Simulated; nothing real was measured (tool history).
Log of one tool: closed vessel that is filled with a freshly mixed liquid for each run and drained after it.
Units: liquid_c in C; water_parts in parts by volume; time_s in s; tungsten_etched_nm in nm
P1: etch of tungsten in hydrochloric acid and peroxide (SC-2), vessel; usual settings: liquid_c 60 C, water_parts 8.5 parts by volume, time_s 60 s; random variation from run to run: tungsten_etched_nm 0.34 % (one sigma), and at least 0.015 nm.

run,hour,liquid_c,water_parts,time_s,hours since the thermometer was replaced,hours since the chemicals flow meter was replaced,hours since the drum of peroxide was connected,tungsten_etched_nm
1,7.1,60,8.5,60,1625.1,863.1,727.4,28.685
2,16.8,60,8.5,60,1634.8,872.8,737.1,28.542
3,21,60,8.5,60,1639,877,741.3,28.724
4,26.8,60,8.5,105,1644.8,882.8,747.1,50.112
5,36.1,60,8.5,60,1654.1,892.1,756.4,28.698
6,43.8,72,8.5,60,1661.8,899.8,764.1,59.433
7,53.2,60,4,60,1671.2,909.2,773.5,50.306
8,57.6,69.5,11,60,1675.6,913.6,777.9,41.338
# hour 59.9: thermometer replaced
9,61.8,60,8.5,60,1.9,917.8,782.1,28.719
10,67.7,47.5,8.5,60,7.8,923.7,788,12.783
# hour 72.3: new drum of peroxide connected
11,75.7,60,8.5,30,15.8,931.7,3.4,14.431
12,83.9,60,8.5,60,24,939.9,11.6,28.619
13,92.5,60,15,60,32.6,948.5,20.2,17.727
14,98.8,60,8.5,60,38.9,954.8,26.5,28.712
15,103.9,60,8.5,60,44,959.9,31.6,27.677
16,108.8,60,8.5,60,48.9,964.8,36.5,27.061
# hour 115.5: new drum of peroxide connected
17,116.9,60,8.5,60,57,972.9,1.5,26.529
18,126.3,60,8.5,60,66.4,982.3,10.9,26.135
19,135,60,8.5,60,75.1,991,19.6,26.052
20,143.3,60,8.5,60,83.4,999.3,27.9,26.063

What P1 gives has crept away from where it was. These 2 causes fit the log equally well, each at the size given:
A: chemicals flow below the setpoint (%) = 11.6
B: liquid colder than its thermometer reads (K) = 1.61
The creep began at about hour 98.8.
Why every other cause is out:
peroxide weaker than its label (%): serviced at hour 115.5, which brought nothing back

4 check runs are offered, one wafer each, their results left as question marks. Which one tells the causes apart?
check 1,151.6,49,4,60,,,,?
check 2,151.6,72,8.5,60,,,,?
check 3,151.6,72,8.5,105,,,,?
check 4,151.6,70.5,8.5,105,,,,?

What each check would give under each cause:
check,result,if A,if B
check 1,tungsten_etched_nm,22.631,22.08
check 2,tungsten_etched_nm,53.674,54.018
check 3,tungsten_etched_nm,93.93,94.531
check 4,tungsten_etched_nm,86.013,86.492
How far apart the two closest causes lie, in the result that separates them most: check 1 2.47 %; check 2 0.64 %; check 3 0.64 %; check 4 0.56 %
Check 1 tells the causes apart: in the others they would give nearly the same result.

Check 1 was then run and gave: tungsten_etched_nm 22.665 nm. Which cause is it?

It is A: chemicals flow below the setpoint (%).

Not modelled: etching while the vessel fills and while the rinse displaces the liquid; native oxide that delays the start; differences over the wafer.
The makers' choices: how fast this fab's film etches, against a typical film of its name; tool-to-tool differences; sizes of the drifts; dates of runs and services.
